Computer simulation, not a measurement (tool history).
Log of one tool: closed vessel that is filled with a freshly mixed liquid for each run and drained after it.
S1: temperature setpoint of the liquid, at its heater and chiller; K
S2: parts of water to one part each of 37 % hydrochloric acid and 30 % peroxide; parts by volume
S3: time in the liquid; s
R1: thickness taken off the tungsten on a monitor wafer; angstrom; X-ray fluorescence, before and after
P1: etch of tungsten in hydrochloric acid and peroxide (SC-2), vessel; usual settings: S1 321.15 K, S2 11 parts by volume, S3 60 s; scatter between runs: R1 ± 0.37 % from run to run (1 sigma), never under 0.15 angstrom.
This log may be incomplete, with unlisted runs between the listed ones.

run   hour      S1  S2   S3      R1
  1    3.9  321.15  11   60  183.35
  2    9.8  321.15  11   60  184.69
      15.6  -- new drum of peroxide connected
  3   16.7  308.15  11  110  135.11
  4   21.9  321.15  19   60  114.37
  5   28.4  336.65  11   30  251.38
  6   32.6  310.15  15   60  65.362
  7     36  321.15   4   60  393.96
  8   42.3  336.65  11   60  502.04
        46  -- thermometer replaced
  9   48.7  311.15  11   60  91.717
 10   52.9  321.15  11   30  92.285
 11   59.8  321.15  11   60  184.55
 12   65.3  321.15  11   60     184
 13     69  321.15  11   60   184.9
 14   75.1  321.15  11  100  307.27
 15   79.5  321.15  11   60  185.01
 16   84.3  321.15  11   60  190.05
 17   88.8  321.15  11   60  193.23
 18   92.4  321.15  11   60  196.67
 19   97.7  321.15  11   60  195.02
 20  102.7  321.15  11   60  197.71
 21    106  321.15  11   60  196.89
 22  112.1  321.15  11   60  197.41
 23  117.9  321.15  11   60  198.27

Something has made what P1 gives creep away from where it was; the 2 causes below, each at its own stated size, fit the log equally well:
A: liquid hotter than its thermometer reads (K) = 1.13
B: chemicals flow above the setpoint (%) = 9.42
The process output started creeping at around hour 79.5.
Excluded causes, each with its reason:
peroxide weaker than its label (%): at most 8, which would move R1 by -7.4 %: too little, or the wrong way

4 check runs are offered, each on 2 wafers whose results are averaged, their results left as question marks. Which one tells the causes apart?
check 1  123.7  314.15     4   60   ?
check 2  123.7  334.15     7   60   ?
check 3  123.7  334.65    11   30   ?
check 4  123.7  321.15  17.5  100   ?

Predicted outcomes, by check and by cause:
  check  result    if A    if B
check 1      R1  266.07  260.69
check 2      R1  662.25  661.67
check 3      R1  236.44  237.77
check 4      R1  220.43  221.41
Smallest distance between any two causes, each pair judged by its most separating result, in per cent: check 1 2.04 %; check 2 0.09 %; check 3 0.56 %; check 4 0.44 %
The causes can be told apart only by check 1. The other checks would give nearly the same results under each of them.

Running check 1 produced the following: R1 260.99 angstrom. Which one of the listed causes fits?

The cause is B: chemicals flow above the setpoint (%).
